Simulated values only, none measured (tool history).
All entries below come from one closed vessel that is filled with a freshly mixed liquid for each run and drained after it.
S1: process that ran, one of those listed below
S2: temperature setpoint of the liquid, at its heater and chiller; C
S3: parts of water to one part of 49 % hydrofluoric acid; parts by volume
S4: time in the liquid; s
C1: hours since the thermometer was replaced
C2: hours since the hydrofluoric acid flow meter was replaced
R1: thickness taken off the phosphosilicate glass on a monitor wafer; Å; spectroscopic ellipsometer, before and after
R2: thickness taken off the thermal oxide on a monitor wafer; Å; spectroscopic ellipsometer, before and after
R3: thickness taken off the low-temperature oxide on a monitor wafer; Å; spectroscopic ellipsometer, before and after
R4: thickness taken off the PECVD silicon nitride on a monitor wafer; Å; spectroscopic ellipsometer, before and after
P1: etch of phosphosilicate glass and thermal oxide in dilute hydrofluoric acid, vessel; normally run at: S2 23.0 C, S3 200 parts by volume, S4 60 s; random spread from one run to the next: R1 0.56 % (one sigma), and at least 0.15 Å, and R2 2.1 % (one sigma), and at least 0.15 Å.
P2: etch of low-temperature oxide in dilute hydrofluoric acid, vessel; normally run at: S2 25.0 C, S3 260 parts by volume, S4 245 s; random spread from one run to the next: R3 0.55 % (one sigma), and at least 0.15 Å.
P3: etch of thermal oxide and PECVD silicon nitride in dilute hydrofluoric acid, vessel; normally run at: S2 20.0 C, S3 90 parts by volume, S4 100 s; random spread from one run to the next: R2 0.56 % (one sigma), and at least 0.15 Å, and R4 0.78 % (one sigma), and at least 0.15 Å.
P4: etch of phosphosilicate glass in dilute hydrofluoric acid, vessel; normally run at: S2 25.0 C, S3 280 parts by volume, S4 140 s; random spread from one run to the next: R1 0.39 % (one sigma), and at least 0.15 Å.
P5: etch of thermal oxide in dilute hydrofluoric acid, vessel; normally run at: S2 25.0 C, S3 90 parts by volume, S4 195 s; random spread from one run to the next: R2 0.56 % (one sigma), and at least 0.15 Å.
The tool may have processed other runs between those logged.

{"run": 1, "hour": 11.7, "S1": "P1", "S2": 23.0, "S3": 200, "S4": 60, "C1": 929.0, "C2": 240.2, "R1": 492.85, "R2": 11.952}
{"run": 2, "hour": 26.9, "S1": "P5", "S2": 25.0, "S3": 45, "S4": 195, "C1": 944.2, "C2": 255.4, "R2": 221.82}
{"run": 3, "hour": 40.9, "S1": "P1", "S2": 18.0, "S3": 200, "S4": 100, "C1": 958.2, "C2": 269.4, "R1": 682.3, "R2": 17.096}
{"run": 4, "hour": 51.3, "S1": "P2", "S2": 25.0, "S3": 70, "S4": 245, "C1": 968.6, "C2": 279.8, "R3": 707.09}
{"run": 5, "hour": 64.1, "S1": "P1", "S2": 23.0, "S3": 200, "S4": 95, "C1": 981.4, "C2": 292.6, "R1": 776.09, "R2": 19.806}
{"run": 6, "hour": 77.0, "S1": "P3", "S2": 20.0, "S3": 130, "S4": 100, "C1": 994.3, "C2": 305.5, "R2": 28.739, "R4": 23.479}
{"run": 7, "hour": 92.7, "S1": "P5", "S2": 29.0, "S3": 90, "S4": 195, "C1": 1010.0, "C2": 321.2, "R2": 122.08}
{"run": 8, "hour": 105.5, "S1": "P4", "S2": 25.0, "S3": 425, "S4": 140, "C1": 1022.8, "C2": 334.0, "R1": 143.15}
{"run": 9, "hour": 121.8, "S1": "P1", "S2": 23.0, "S3": 325, "S4": 60, "C1": 1039.1, "C2": 350.3, "R1": 267.05, "R2": 6.4701}
{"run": 10, "hour": 132.0, "S1": "P1", "S2": 31.5, "S3": 200, "S4": 60, "C1": 1049.3, "C2": 360.5, "R1": 667.09, "R2": 16.639}
{"run": 11, "hour": 141.2, "S1": "P3", "S2": 20.0, "S3": 90, "S4": 100, "C1": 1058.5, "C2": 369.7, "R2": 43.796, "R4": 33.377}
{"run": 12, "hour": 153.0, "S1": "P4", "S2": 25.0, "S3": 280, "S4": 140, "C1": 1070.3, "C2": 381.5, "R1": 249.93}
{"hour": 160.0, "done": "hydrofluoric acid flow meter replaced"}
{"run": 13, "hour": 167.8, "S1": "P1", "S2": 19.5, "S3": 200, "S4": 110, "C1": 1085.1, "C2": 7.9, "R1": 786.26, "R2": 19.891}
{"run": 14, "hour": 182.7, "S1": "P1", "S2": 23.0, "S3": 200, "S4": 60, "C1": 1100.0, "C2": 22.8, "R1": 494.2, "R2": 12.766}
{"run": 15, "hour": 194.3, "S1": "P2", "S2": 25.0, "S3": 260, "S4": 245, "C1": 1111.6, "C2": 34.4, "R3": 152.56}
{"run": 16, "hour": 208.3, "S1": "P1", "S2": 17.0, "S3": 200, "S4": 60, "C1": 1125.6, "C2": 48.4, "R1": 390.53, "R2": 9.913}
{"run": 17, "hour": 222.8, "S1": "P5", "S2": 25.0, "S3": 90, "S4": 195, "C1": 1140.1, "C2": 62.9, "R2": 105.78}
{"run": 18, "hour": 230.2, "S1": "P1", "S2": 23.0, "S3": 200, "S4": 60, "C1": 1147.5, "C2": 70.3, "R1": 494.01, "R2": 12.575}
{"run": 19, "hour": 243.8, "S1": "P2", "S2": 25.0, "S3": 260, "S4": 80, "C1": 1161.1, "C2": 83.9, "R3": 49.507}
{"run": 20, "hour": 252.1, "S1": "P4", "S2": 20.5, "S3": 280, "S4": 140, "C1": 1169.4, "C2": 92.2, "R1": 213.31}
{"run": 21, "hour": 267.0, "S1": "P1", "S2": 23.0, "S3": 105, "S4": 60, "C1": 1184.3, "C2": 107.1, "R1": 1043.1, "R2": 26.773}
{"run": 22, "hour": 277.9, "S1": "P2", "S2": 20.0, "S3": 260, "S4": 245, "C1": 1195.2, "C2": 118.0, "R3": 127.29}
{"run": 23, "hour": 290.3, "S1": "P3", "S2": 17.0, "S3": 90, "S4": 100, "C1": 1207.6, "C2": 130.4, "R2": 38.814, "R4": 27.533}
{"run": 24, "hour": 303.5, "S1": "P4", "S2": 25.0, "S3": 280, "S4": 140, "C1": 1220.8, "C2": 143.6, "R1": 247.98}
{"run": 25, "hour": 320.0, "S1": "P5", "S2": 25.0, "S3": 90, "S4": 195, "C1": 1237.3, "C2": 160.1, "R2": 105.18}
{"run": 26, "hour": 332.9, "S1": "P3", "S2": 20.0, "S3": 90, "S4": 35, "C1": 1250.2, "C2": 173.0, "R2": 15.324, "R4": 11.664}
{"run": 27, "hour": 345.7, "S1": "P1", "S2": 23.0, "S3": 200, "S4": 60, "C1": 1263.0, "C2": 185.8, "R1": 491.06, "R2": 12.778}
{"run": 28, "hour": 353.0, "S1": "P1", "S2": 23.0, "S3": 200, "S4": 30, "C1": 1270.3, "C2": 193.1, "R1": 246.5, "R2": 6.0808}
{"run": 29, "hour": 368.7, "S1": "P5", "S2": 25.0, "S3": 90, "S4": 280, "C1": 1286.0, "C2": 208.8, "R2": 152.24}
{"run": 30, "hour": 383.0, "S1": "P4", "S2": 25.0, "S3": 280, "S4": 40, "C1": 1300.3, "C2": 223.1, "R1": 70.895}
{"run": 31, "hour": 396.8, "S1": "P1", "S2": 23.0, "S3": 200, "S4": 60, "C1": 1314.1, "C2": 236.9, "R1": 493.15, "R2": 11.844}
{"run": 32, "hour": 412.9, "S1": "P1", "S2": 23.0, "S3": 200, "S4": 60, "C1": 1330.2, "C2": 253.0, "R1": 510.79, "R2": 12.765}
{"run": 33, "hour": 428.7, "S1": "P1", "S2": 23.0, "S3": 200, "S4": 60, "C1": 1346.0, "C2": 268.8, "R1": 513.91, "R2": 12.842}
{"run": 34, "hour": 445.1, "S1": "P1", "S2": 23.0, "S3": 200, "S4": 60, "C1": 1362.4, "C2": 285.2, "R1": 519.73, "R2": 13.035}
{"run": 35, "hour": 453.8, "S1": "P1", "S2": 23.0, "S3": 200, "S4": 60, "C1": 1371.1, "C2": 293.9, "R1": 521.18, "R2": 12.66}
{"run": 36, "hour": 461.5, "S1": "P1", "S2": 23.0, "S3": 200, "S4": 60, "C1": 1378.8, "C2": 301.6, "R1": 521.18, "R2": 12.847}
{"run": 37, "hour": 470.0, "S1": "P1", "S2": 23.0, "S3": 200, "S4": 60, "C1": 1387.3, "C2": 310.1, "R1": 529.69, "R2": 12.84}
{"run": 38, "hour": 485.2, "S1": "P1", "S2": 23.0, "S3": 200, "S4": 60, "C1": 1402.5, "C2": 325.3, "R1": 525.12, "R2": 13.615}
{"run": 39, "hour": 501.5, "S1": "P1", "S2": 23.0, "S3": 200, "S4": 60, "C1": 1418.8, "C2": 341.6, "R1": 530.81, "R2": 13.035}
{"run": 40, "hour": 510.6, "S1": "P1", "S2": 23.0, "S3": 200, "S4": 60, "C1": 1427.9, "C2": 350.7, "R1": 527.06, "R2": 13.427}

What P1 gives has crept away from where it was. These 2 causes fit the log equally well, each at the size given:
A: liquid hotter than its thermometer reads (K) = 1.75
B: hydrofluoric acid flow above the setpoint (%) = 5.5
The process output started creeping at around hour 396.8.

Below are 4 check runs, each on a single wafer, with their results shown as question marks. Which of them would tell the listed causes apart, meaning the causes would give clearly different results under it?
{"run": "check 1", "hour": 519.7, "S1": "P5", "S2": 25.0, "S3": 90, "S4": 195, "R2": "?"}
{"run": "check 2", "hour": 519.7, "S1": "P2", "S2": 25.0, "S3": 260, "S4": 245, "R3": "?"}
{"run": "check 3", "hour": 519.7, "S1": "P3", "S2": 20.0, "S3": 90, "S4": 100, "R2": "?", "R4": "?"}
{"run": "check 4", "hour": 519.7, "S1": "P4", "S2": 25.0, "S3": 280, "S4": 140, "R1": "?"}

Predicted outcomes, by check and by cause:
check=check_1 result=R2 if_A=112.2600 if_B=111.2300
check=check_2 result=R3 if_A=161.850 if_B=162.940
check=check_3 result=R2 if_A=46.8670 if_B=46.2640
check=check_3 result=R4 if_A=38.073 if_B=35.622
check=check_4 result=R1 if_A=265.400 if_B=267.620
Minimum pairwise separation of causes per check, each pair taken at its best-separating result: check 1 0.92 %; check 2 0.67 %; check 3 6.65 %; check 4 0.83 %
Check 3 distinguishes between the causes, while the remaining checks would return nearly the same result for all of them.

Running check 3 produced the following: R2 46.7260 Å; R4 38.891 Å. Which one of the listed causes fits?

Of the candidate causes, it is A: liquid hotter than its thermometer reads (K).
